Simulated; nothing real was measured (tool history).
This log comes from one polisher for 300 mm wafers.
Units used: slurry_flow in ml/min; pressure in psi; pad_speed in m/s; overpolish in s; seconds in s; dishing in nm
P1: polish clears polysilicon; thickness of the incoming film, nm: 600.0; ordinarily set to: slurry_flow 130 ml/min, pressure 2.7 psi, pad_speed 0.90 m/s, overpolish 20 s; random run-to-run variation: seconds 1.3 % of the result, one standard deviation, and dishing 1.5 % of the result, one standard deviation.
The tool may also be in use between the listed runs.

run,hour,slurry_flow,pressure,pad_speed,overpolish,wafers polished on this pad,hours since the slurry nozzle was cleaned,hours since the head pressure was calibrated,seconds,dishing
1,16.9,130,2.7,0.90,20,1248,253.2,848.3,39.244,87.070
2,35.0,180,3.9,0.90,20,1459,271.3,866.4,26.056,88.525
3,43.5,130,2.7,0.44,20,1558,279.8,874.9,82.055,73.149
4,58.9,130,2.0,0.90,20,1738,295.2,890.3,53.935,84.225
# hour 67.3: slurry nozzle cleaned
5,77.2,130,2.7,1.38,20,1951,9.9,908.6,26.018,92.594
6,92.3,130,2.7,0.90,20,2127,25.0,923.7,40.318,86.738
7,111.6,130,2.7,0.90,20,2352,44.3,943.0,40.376,85.703
8,129.4,80,2.7,0.90,20,2560,62.1,960.8,43.869,84.982
9,145.6,130,2.7,0.90,20,2749,78.3,977.0,40.218,88.031
10,163.4,130,4.1,0.90,20,2956,96.1,994.8,26.013,89.796
11,175.2,170,2.7,0.90,6,3094,107.9,1006.6,37.941,58.385
12,189.8,165,2.7,0.90,20,3264,122.5,1021.2,38.667,87.829
13,205.7,130,2.7,0.90,6,3450,138.4,1037.1,40.438,57.782
14,220.8,130,2.7,0.90,35,3626,153.5,1052.2,39.498,90.478
15,231.5,80,2.7,1.14,20,3750,164.2,1062.9,35.348,88.667
16,243.0,130,2.7,0.90,20,3885,175.7,1074.4,40.196,87.203
17,259.0,130,2.7,0.90,20,4071,191.7,1090.4,40.005,87.375
18,269.8,130,2.7,0.90,20,4197,202.5,1101.2,41.236,86.308
19,279.3,130,2.7,0.90,20,4308,212.0,1110.7,41.553,87.366
20,290.6,130,2.7,0.90,20,4440,223.3,1122.0,43.012,86.401

Run 21 has not been measured yet. What should we expect?
# hour 301.8: head pressure recalibrated
21,303.3,130,2.7,0.90,20,4588,236.0,1.5,?,?

Run 21 produced seconds 43.891 s, dishing 84.697 nm.
